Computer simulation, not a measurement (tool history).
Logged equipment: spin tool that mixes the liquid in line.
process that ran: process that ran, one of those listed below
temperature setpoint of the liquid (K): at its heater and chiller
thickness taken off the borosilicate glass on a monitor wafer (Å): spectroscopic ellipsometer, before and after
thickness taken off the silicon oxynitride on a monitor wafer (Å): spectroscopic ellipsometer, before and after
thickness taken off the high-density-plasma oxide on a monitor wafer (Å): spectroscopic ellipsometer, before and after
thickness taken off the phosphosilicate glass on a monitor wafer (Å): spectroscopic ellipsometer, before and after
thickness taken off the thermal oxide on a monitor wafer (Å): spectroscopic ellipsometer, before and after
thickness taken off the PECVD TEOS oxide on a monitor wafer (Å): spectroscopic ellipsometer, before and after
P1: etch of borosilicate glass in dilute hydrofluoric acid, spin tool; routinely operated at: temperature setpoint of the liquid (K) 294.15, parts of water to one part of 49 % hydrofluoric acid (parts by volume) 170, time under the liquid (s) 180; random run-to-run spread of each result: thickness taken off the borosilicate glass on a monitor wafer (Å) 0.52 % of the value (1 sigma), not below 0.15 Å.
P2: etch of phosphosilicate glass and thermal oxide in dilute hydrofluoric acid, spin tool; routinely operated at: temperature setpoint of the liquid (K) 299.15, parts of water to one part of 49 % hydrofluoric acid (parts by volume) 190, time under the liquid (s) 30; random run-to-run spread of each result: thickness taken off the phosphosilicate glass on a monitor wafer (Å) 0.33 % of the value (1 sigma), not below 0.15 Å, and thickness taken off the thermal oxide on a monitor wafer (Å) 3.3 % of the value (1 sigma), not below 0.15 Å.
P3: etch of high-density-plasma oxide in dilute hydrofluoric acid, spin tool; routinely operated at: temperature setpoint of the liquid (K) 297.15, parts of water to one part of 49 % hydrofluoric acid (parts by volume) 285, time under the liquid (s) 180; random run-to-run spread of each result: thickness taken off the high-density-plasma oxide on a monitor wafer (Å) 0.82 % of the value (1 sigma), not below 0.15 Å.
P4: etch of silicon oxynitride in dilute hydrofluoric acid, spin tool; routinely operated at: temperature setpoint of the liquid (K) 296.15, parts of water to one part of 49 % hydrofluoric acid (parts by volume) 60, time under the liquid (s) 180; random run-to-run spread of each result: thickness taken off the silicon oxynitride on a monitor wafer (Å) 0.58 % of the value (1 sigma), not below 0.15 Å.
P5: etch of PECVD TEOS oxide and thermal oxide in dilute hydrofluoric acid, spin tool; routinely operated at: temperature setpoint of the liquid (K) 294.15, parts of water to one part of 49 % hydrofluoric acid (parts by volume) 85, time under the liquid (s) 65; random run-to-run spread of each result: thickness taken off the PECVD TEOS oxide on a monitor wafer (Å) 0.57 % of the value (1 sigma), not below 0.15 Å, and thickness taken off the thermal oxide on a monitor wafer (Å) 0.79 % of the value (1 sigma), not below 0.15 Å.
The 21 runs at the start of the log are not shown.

run,hour,process that ran,temperature setpoint of the liquid (K),parts of water to one part of 49 % hydrofluoric acid (parts by volume),time under the liquid (s),thickness taken off the borosilicate glass on a monitor wafer (Å),thickness taken off the silicon oxynitride on a monitor wafer (Å),thickness taken off the high-density-plasma oxide on a monitor wafer (Å),thickness taken off the phosphosilicate glass on a monitor wafer (Å),thickness taken off the thermal oxide on a monitor wafer (Å),thickness taken off the PECVD TEOS oxide on a monitor wafer (Å)
22,69.5,P1,294.15,170,180,223.93,,,,,
23,73.6,P1,294.15,170,270,334.69,,,,,
24,75.9,P1,294.15,170,55,68.262,,,,,
25,78.3,P1,290.15,170,180,190.21,,,,,
26,81.1,P2,299.15,190,30,,,,212.09,7.9298,
27,85.1,P3,305.15,285,180,,,35.106,,,
28,87.4,P1,294.15,170,180,224.29,,,,,
29,91.5,P5,294.15,150,65,,,,,16.971,57.139
30,95.7,P4,296.15,40,180,,143.7,,,,
31,98.7,P4,302.15,60,180,,124.49,,,,
32,101.4,P5,294.15,85,65,,,,,31.73,107.23
33,104.3,P1,294.15,170,180,222.13,,,,,
34,108.7,P1,294.15,170,180,214.17,,,,,
35,111,P1,294.15,170,180,210.53,,,,,
36,114.5,P1,294.15,170,180,205.63,,,,,

Expected results for the next run?
37,117.9,P1,294.15,170,180,?,,,,,

{"run 37": {"thickness taken off the borosilicate glass on a monitor wafer (Å)": 205.61}}
